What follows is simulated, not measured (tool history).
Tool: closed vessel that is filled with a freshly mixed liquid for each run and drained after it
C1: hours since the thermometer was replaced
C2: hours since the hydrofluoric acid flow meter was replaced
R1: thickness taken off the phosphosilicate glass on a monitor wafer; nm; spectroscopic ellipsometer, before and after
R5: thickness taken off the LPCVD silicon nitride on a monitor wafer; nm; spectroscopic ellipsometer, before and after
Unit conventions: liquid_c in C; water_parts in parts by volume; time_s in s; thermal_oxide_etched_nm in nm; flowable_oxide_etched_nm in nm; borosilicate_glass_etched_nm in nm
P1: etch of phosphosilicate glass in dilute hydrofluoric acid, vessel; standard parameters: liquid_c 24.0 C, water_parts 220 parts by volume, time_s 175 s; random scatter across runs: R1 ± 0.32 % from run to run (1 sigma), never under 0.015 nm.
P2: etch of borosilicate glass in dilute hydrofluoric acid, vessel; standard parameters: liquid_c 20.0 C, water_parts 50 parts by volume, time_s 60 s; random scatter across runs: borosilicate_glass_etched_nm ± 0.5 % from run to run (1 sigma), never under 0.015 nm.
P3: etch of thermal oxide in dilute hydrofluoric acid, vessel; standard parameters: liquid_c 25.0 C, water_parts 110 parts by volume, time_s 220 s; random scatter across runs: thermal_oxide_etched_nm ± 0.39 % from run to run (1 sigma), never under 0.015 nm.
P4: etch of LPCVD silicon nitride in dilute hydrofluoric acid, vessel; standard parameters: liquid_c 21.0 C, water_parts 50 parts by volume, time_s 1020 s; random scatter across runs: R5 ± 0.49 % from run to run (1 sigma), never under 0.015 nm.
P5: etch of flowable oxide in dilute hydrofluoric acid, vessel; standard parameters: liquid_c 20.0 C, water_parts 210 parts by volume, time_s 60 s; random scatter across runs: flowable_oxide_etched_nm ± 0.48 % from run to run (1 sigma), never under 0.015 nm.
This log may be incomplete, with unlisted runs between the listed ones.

{"run": 1, "hour": 13.6, "process": "P1", "liquid_c": 24.0, "water_parts": 220, "time_s": 175, "C1": 408.7, "C2": 765.2, "R1": 43.387}
{"run": 2, "hour": 23.0, "process": "P1", "liquid_c": 24.0, "water_parts": 365, "time_s": 175, "C1": 418.1, "C2": 774.6, "R1": 22.736}
{"run": 3, "hour": 32.7, "process": "P3", "liquid_c": 25.0, "water_parts": 110, "time_s": 330, "C1": 427.8, "C2": 784.3, "thermal_oxide_etched_nm": 15.46}
{"run": 4, "hour": 48.8, "process": "P1", "liquid_c": 24.0, "water_parts": 220, "time_s": 175, "C1": 443.9, "C2": 800.4, "R1": 43.227}
{"run": 5, "hour": 66.5, "process": "P5", "liquid_c": 17.0, "water_parts": 210, "time_s": 60, "C1": 461.6, "C2": 818.1, "flowable_oxide_etched_nm": 6.1343}
{"run": 6, "hour": 77.1, "process": "P1", "liquid_c": 24.0, "water_parts": 220, "time_s": 60, "C1": 472.2, "C2": 828.7, "R1": 14.84}
{"run": 7, "hour": 85.7, "process": "P1", "liquid_c": 24.0, "water_parts": 220, "time_s": 175, "C1": 480.8, "C2": 837.3, "R1": 43.341}
{"run": 8, "hour": 97.4, "process": "P2", "liquid_c": 20.0, "water_parts": 50, "time_s": 60, "C1": 492.5, "C2": 849.0, "borosilicate_glass_etched_nm": 35.471}
{"run": 9, "hour": 107.4, "process": "P1", "liquid_c": 17.0, "water_parts": 220, "time_s": 175, "C1": 502.5, "C2": 859.0, "R1": 33.336}
{"run": 10, "hour": 122.8, "process": "P1", "liquid_c": 24.0, "water_parts": 220, "time_s": 175, "C1": 517.9, "C2": 874.4, "R1": 43.016}
{"run": 11, "hour": 138.9, "process": "P1", "liquid_c": 24.0, "water_parts": 220, "time_s": 335, "C1": 534.0, "C2": 890.5, "R1": 82.721}
{"run": 12, "hour": 158.1, "process": "P2", "liquid_c": 20.0, "water_parts": 50, "time_s": 30, "C1": 553.2, "C2": 909.7, "borosilicate_glass_etched_nm": 17.645}
{"run": 13, "hour": 171.0, "process": "P5", "liquid_c": 20.0, "water_parts": 210, "time_s": 60, "C1": 566.1, "C2": 922.6, "flowable_oxide_etched_nm": 6.9281}
{"hour": 183.5, "done": "thermometer replaced"}
{"run": 14, "hour": 187.2, "process": "P2", "liquid_c": 27.5, "water_parts": 50, "time_s": 60, "C1": 3.8, "C2": 938.8, "borosilicate_glass_etched_nm": 48.327}
{"run": 15, "hour": 196.7, "process": "P1", "liquid_c": 28.5, "water_parts": 220, "time_s": 175, "C1": 13.3, "C2": 948.3, "R1": 50.88}
{"run": 16, "hour": 209.0, "process": "P5", "liquid_c": 20.0, "water_parts": 210, "time_s": 60, "C1": 25.6, "C2": 960.6, "flowable_oxide_etched_nm": 6.883}
{"run": 17, "hour": 224.6, "process": "P3", "liquid_c": 25.0, "water_parts": 175, "time_s": 220, "C1": 41.2, "C2": 976.2, "thermal_oxide_etched_nm": 6.0112}
{"run": 18, "hour": 243.2, "process": "P2", "liquid_c": 20.0, "water_parts": 80, "time_s": 60, "C1": 59.8, "C2": 994.8, "borosilicate_glass_etched_nm": 21.459}
{"run": 19, "hour": 260.9, "process": "P5", "liquid_c": 20.0, "water_parts": 105, "time_s": 60, "C1": 77.5, "C2": 1012.5, "flowable_oxide_etched_nm": 15.633}
{"run": 20, "hour": 275.0, "process": "P2", "liquid_c": 20.0, "water_parts": 50, "time_s": 60, "C1": 91.6, "C2": 1026.6, "borosilicate_glass_etched_nm": 35.229}
{"run": 21, "hour": 285.9, "process": "P5", "liquid_c": 20.0, "water_parts": 210, "time_s": 30, "C1": 102.5, "C2": 1037.5, "flowable_oxide_etched_nm": 3.4343}
{"run": 22, "hour": 295.2, "process": "P4", "liquid_c": 21.0, "water_parts": 80, "time_s": 1020, "C1": 111.8, "C2": 1046.8, "R5": 5.7297}
{"run": 23, "hour": 308.5, "process": "P4", "liquid_c": 21.0, "water_parts": 50, "time_s": 95, "C1": 125.1, "C2": 1060.1, "R5": 0.84872}
{"run": 24, "hour": 319.0, "process": "P1", "liquid_c": 24.0, "water_parts": 220, "time_s": 175, "C1": 135.6, "C2": 1070.6, "R1": 43.045}
{"run": 25, "hour": 334.2, "process": "P3", "liquid_c": 25.0, "water_parts": 110, "time_s": 220, "C1": 150.8, "C2": 1085.8, "thermal_oxide_etched_nm": 10.267}
{"run": 26, "hour": 345.2, "process": "P1", "liquid_c": 29.0, "water_parts": 320, "time_s": 175, "C1": 161.8, "C2": 1096.8, "R1": 31.898}
{"run": 27, "hour": 359.4, "process": "P1", "liquid_c": 24.0, "water_parts": 45, "time_s": 175, "C1": 176.0, "C2": 1111.0, "R1": 260.03}
{"run": 28, "hour": 378.3, "process": "P3", "liquid_c": 32.0, "water_parts": 110, "time_s": 220, "C1": 194.9, "C2": 1129.9, "thermal_oxide_etched_nm": 13.415}
{"run": 29, "hour": 396.8, "process": "P4", "liquid_c": 17.5, "water_parts": 50, "time_s": 1020, "C1": 213.4, "C2": 1148.4, "R5": 7.1161}
{"run": 30, "hour": 409.2, "process": "P4", "liquid_c": 21.0, "water_parts": 50, "time_s": 1020, "C1": 225.8, "C2": 1160.8, "R5": 9.1459}
{"run": 31, "hour": 425.3, "process": "P1", "liquid_c": 24.0, "water_parts": 220, "time_s": 175, "C1": 241.9, "C2": 1176.9, "R1": 43.444}
{"run": 32, "hour": 442.9, "process": "P1", "liquid_c": 24.0, "water_parts": 220, "time_s": 175, "C1": 259.5, "C2": 1194.5, "R1": 44.661}
{"run": 33, "hour": 460.2, "process": "P1", "liquid_c": 24.0, "water_parts": 220, "time_s": 175, "C1": 276.8, "C2": 1211.8, "R1": 45.327}
{"run": 34, "hour": 479.1, "process": "P1", "liquid_c": 24.0, "water_parts": 220, "time_s": 175, "C1": 295.7, "C2": 1230.7, "R1": 45.802}
{"run": 35, "hour": 487.5, "process": "P1", "liquid_c": 24.0, "water_parts": 220, "time_s": 175, "C1": 304.1, "C2": 1239.1, "R1": 45.967}
{"run": 36, "hour": 498.4, "process": "P1", "liquid_c": 24.0, "water_parts": 220, "time_s": 175, "C1": 315.0, "C2": 1250.0, "R1": 45.631}
{"run": 37, "hour": 516.7, "process": "P1", "liquid_c": 24.0, "water_parts": 220, "time_s": 175, "C1": 333.3, "C2": 1268.3, "R1": 46.247}
{"run": 38, "hour": 527.6, "process": "P1", "liquid_c": 24.0, "water_parts": 220, "time_s": 175, "C1": 344.2, "C2": 1279.2, "R1": 46.297}
{"run": 39, "hour": 544.6, "process": "P1", "liquid_c": 24.0, "water_parts": 220, "time_s": 175, "C1": 361.2, "C2": 1296.2, "R1": 46.394}
{"run": 40, "hour": 563.1, "process": "P1", "liquid_c": 24.0, "water_parts": 220, "time_s": 175, "C1": 379.7, "C2": 1314.7, "R1": 46.547}

P1 has crept away from where it was. The log is fitted equally well by each of these 2 causes, at the sizes shown:
A: hydrofluoric acid flow above the setpoint (%) = 5.81
B: liquid hotter than its thermometer reads (K) = 1.92
Onset of the creep was near hour 425.3.

Listed below are the offered check runs, one wafer per run, with question marks in place of results. For which of them would the causes give clearly different outcomes?
{"run": "check 1", "hour": 581.6, "process": "P4", "liquid_c": 21.0, "water_parts": 80, "time_s": 1020, "R5": "?"}
{"run": "check 2", "hour": 581.6, "process": "P3", "liquid_c": 28.0, "water_parts": 110, "time_s": 300, "thermal_oxide_etched_nm": "?"}
{"run": "check 3", "hour": 581.6, "process": "P2", "liquid_c": 26.5, "water_parts": 80, "time_s": 60, "borosilicate_glass_etched_nm": "?"}
{"run": "check 4", "hour": 581.6, "process": "P5", "liquid_c": 17.0, "water_parts": 210, "time_s": 60, "flowable_oxide_etched_nm": "?"}

Expected result of each check under each candidate cause:
check=check_1 result=R5 if_A=6.06970 if_B=6.53950
check=check_2 result=thermal_oxide_etched_nm if_A=16.8590 if_B=16.9860
check=check_3 result=borosilicate_glass_etched_nm if_A=29.588 if_B=29.962
check=check_4 result=flowable_oxide_etched_nm if_A=6.5740 if_B=6.6294
Distance between the nearest two causes, measured in the result of the check that separates them most: check 1 7.45 %; check 2 0.75 %; check 3 1.26 %; check 4 0.84 %
The other checks would show nearly matching results whichever cause is true, so check 1 is the only one that separates the causes.

After running check 1, the following was obtained: R5 6.59230 nm. Which cause does this point to?

It was cause B: liquid hotter than its thermometer reads (K).
